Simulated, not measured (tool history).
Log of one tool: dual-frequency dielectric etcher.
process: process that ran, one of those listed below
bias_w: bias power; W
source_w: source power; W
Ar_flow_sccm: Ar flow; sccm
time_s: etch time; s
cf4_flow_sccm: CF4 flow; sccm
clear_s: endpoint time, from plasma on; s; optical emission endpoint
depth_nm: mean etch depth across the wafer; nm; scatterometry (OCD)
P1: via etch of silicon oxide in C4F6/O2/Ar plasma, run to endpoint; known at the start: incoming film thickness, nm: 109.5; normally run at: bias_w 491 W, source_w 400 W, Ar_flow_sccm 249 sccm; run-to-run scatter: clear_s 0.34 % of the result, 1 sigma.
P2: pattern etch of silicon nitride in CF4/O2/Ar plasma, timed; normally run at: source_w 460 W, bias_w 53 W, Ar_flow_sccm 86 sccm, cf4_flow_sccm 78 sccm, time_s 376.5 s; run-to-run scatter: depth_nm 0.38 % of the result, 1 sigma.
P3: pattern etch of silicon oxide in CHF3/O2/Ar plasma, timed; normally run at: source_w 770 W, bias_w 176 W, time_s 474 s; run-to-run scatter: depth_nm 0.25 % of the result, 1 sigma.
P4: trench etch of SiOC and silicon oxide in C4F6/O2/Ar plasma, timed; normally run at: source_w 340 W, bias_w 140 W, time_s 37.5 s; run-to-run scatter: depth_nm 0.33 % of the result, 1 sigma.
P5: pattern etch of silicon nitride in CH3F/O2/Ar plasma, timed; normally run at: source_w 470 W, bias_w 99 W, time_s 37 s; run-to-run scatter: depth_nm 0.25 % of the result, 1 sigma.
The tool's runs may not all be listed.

run   hour  process  bias_w  source_w  Ar_flow_sccm  time_s  cf4_flow_sccm  hours since the last wet clean  hours since the last bias power generator calibration  hours since the last source power generator calibration  hours since the last Ar flow controller change  clear_s  depth_nm
  1    7.4       P1     491       400           249                                                  115.8                                                 1192.8                                                   1326.2                                          2148.2     24.3
  2   14.8       P3     176       530                   474                                          123.2                                                 1200.2                                                   1333.6                                          2155.6             874.15
  3   24.8       P1     690       400           249                                                  133.2                                                 1210.2                                                   1343.6                                          2165.6   21.381
  4   34.4       P2      53       460            62   376.5             78                           142.8                                                 1219.8                                                   1353.2                                          2175.2             693.23
  5   40.8       P2      53       460            86   376.5            102                           149.2                                                 1226.2                                                   1359.6                                          2181.6             686.05
  6   50.9       P2      65       460            86   376.5             78                           159.3                                                 1236.3                                                   1369.7                                          2191.7             716.86
  7   59.7       P2      53       460            86   376.5             78                           168.1                                                 1245.1                                                   1378.5                                          2200.5                659
  8   70.9       P3     176       770                 696.5                                          179.3                                                 1256.3                                                   1389.7                                          2211.7             1475.8
  9   78.5       P4     140       420                  37.5                                          186.9                                                 1263.9                                                   1397.3                                          2219.3             70.316
 10   87.6       P1     491       520           249                                                    196                                                   1273                                                   1406.4                                          2228.4   21.993
 11   97.7       P4     184       340                  37.5                                          206.1                                                 1283.1                                                   1416.5                                          2238.5             70.934
 12  104.7       P2      53       460            86   249.5             78                           213.1                                                 1290.1                                                   1423.5                                          2245.5             436.81
 13  110.4       P1     491       400           323                                                  218.8                                                 1295.8                                                   1429.2                                          2251.2   24.931
     115.3  -- bias power generator calibrated
 14  116.4       P4     140       340                  37.5                                          224.8                                                    1.1                                                   1435.2                                          2257.2             64.788
 15  122.1       P5      99       470                    37                                          230.5                                                    6.8                                                   1440.9                                          2262.9             31.003
 16  128.4       P1     491       400           249                                                  236.8                                                   13.1                                                   1447.2                                          2269.2   24.297
 17  135.3       P3     176       770                   474                                          243.7                                                     20                                                   1454.1                                          2276.1             1008.4
 18  142.2       P1     491       400           249                                                  250.6                                                   26.9                                                     1461                                            2283   24.219
 19  151.7       P1     491       400           249                                                  260.1                                                   36.4                                                   1470.5                                          2292.5    24.14
 20  162.4       P2      53       560            86   376.5             78                           270.8                                                   47.1                                                   1481.2                                          2303.2             784.65
 21  169.6       P5      99       290                    37                                            278                                                   54.3                                                   1488.4                                          2310.4             25.843
 22    178       P1     583       400           152                                                  286.4                                                   62.7                                                   1496.8                                          2318.8   21.565
 23  183.7       P5      99       470                    37                                          292.1                                                   68.4                                                   1502.5                                          2324.5             30.747
 24  193.5       P1     399       400           249                                                  301.9                                                   78.2                                                   1512.3                                          2334.3   26.118
 25  201.5       P2      53       460            86   376.5             78                           309.9                                                   86.2                                                   1520.3                                          2342.3             657.36
 26  210.8       P5      99       470                  21.5                                          319.2                                                   95.5                                                   1529.6                                          2351.6             18.045
 27  221.6       P1     491       250           249                                                    330                                                  106.3                                                   1540.4                                          2362.4   28.911
 28  233.3       P1     491       400           249                                                  341.7                                                    118                                                   1552.1                                          2374.1   24.279
 29  239.2       P1     491       400           249                                                  347.6                                                  123.9                                                     1558                                            2380   24.321
 30  244.8       P4     140       340                  50.5                                          353.2                                                  129.5                                                   1563.6                                          2385.6             87.715
 31  254.9       P1     491       400           249                                                  363.3                                                  139.6                                                   1573.7                                          2395.7   24.347
 32  261.3       P3     114       770                   474                                          369.7                                                    146                                                   1580.1                                          2402.1             877.61
 33  268.8       P5      59       470                    37                                          377.2                                                  153.5                                                   1587.6                                          2409.6             25.804
 34  276.5       P1     491       400           185                                                  384.9                                                  161.2                                                   1595.3                                          2417.3   23.575
 35  288.2       P1     491       400           249                                                  396.6                                                  172.9                                                     1607                                            2429    24.18
 36  298.6       P1     491       400           249                                                    407                                                  183.3                                                   1617.4                                          2439.4   24.465
 37  305.3       P1     491       400           249                                                  413.7                                                    190                                                   1624.1                                          2446.1   24.621
 38  316.9       P1     491       400           249                                                  425.3                                                  201.6                                                   1635.7                                          2457.7   24.713
     319.5  -- wet clean of the chamber
 39  328.6       P1     491       400           249                                                    9.2                                                  213.3                                                   1647.4                                          2469.4   24.711
 40  340.2       P1     491       400           249                                                   20.8                                                  224.9                                                     1659                                            2481   24.747
 41  349.3       P1     491       400           249                                                   29.9                                                    234                                                   1668.1                                          2490.1   24.723
 42  355.8       P1     491       400           249                                                   36.4                                                  240.5                                                   1674.6                                          2496.6   24.956
 43  365.7       P1     491       400           249                                                   46.3                                                  250.4                                                   1684.5                                          2506.5   24.745

What P1 gives has crept away from where it was. These 2 causes fit the log equally well, each at the size given:
A: bias power that arrives under what is set, % = 4.68
B: source power that arrives under what is set, % = 4.71
The creep began at about hour 288.2.
Why every other cause is out:
chamber walls in a state that lowers the etch rate, %: serviced at hour 319.5, which brought nothing back
Ar flow that arrives over what is set, %: at most 8, which would move clear_s by +0.9 %: too little, or the wrong way

4 check runs are offered, each on 2 wafers whose results are averaged, their results left as question marks. Which one tells the causes apart?
check 1  375.6       P3     176       540                   474                                                                                                                                                                                                                                 ?
check 2  375.6       P5      99       380                    37                                                                                                                                                                                                                                 ?
check 3  375.6       P2      53       460            86     299             78                                                                                                                                                                                                                  ?
check 4  375.6       P4     162       340                  37.5                                                                                                                                                                                                                                 ?

What each check would give under each cause:
  check    result    if A    if B
check 1  depth_nm     863  860.98
check 2  depth_nm  28.008  27.996
check 3  depth_nm  516.46  504.48
check 4  depth_nm  66.752  66.492
How far apart the two closest causes lie, in the result that separates them most: check 1 0.23 %; check 2 0.04 %; check 3 2.35 %; check 4 0.39 %
Only check 3 tells the causes apart: in the others they would give nearly the same result.

Check 3 was then run and gave: depth_nm 516.73 nm. Which cause is it?

It is A: bias power that arrives under what is set, %.
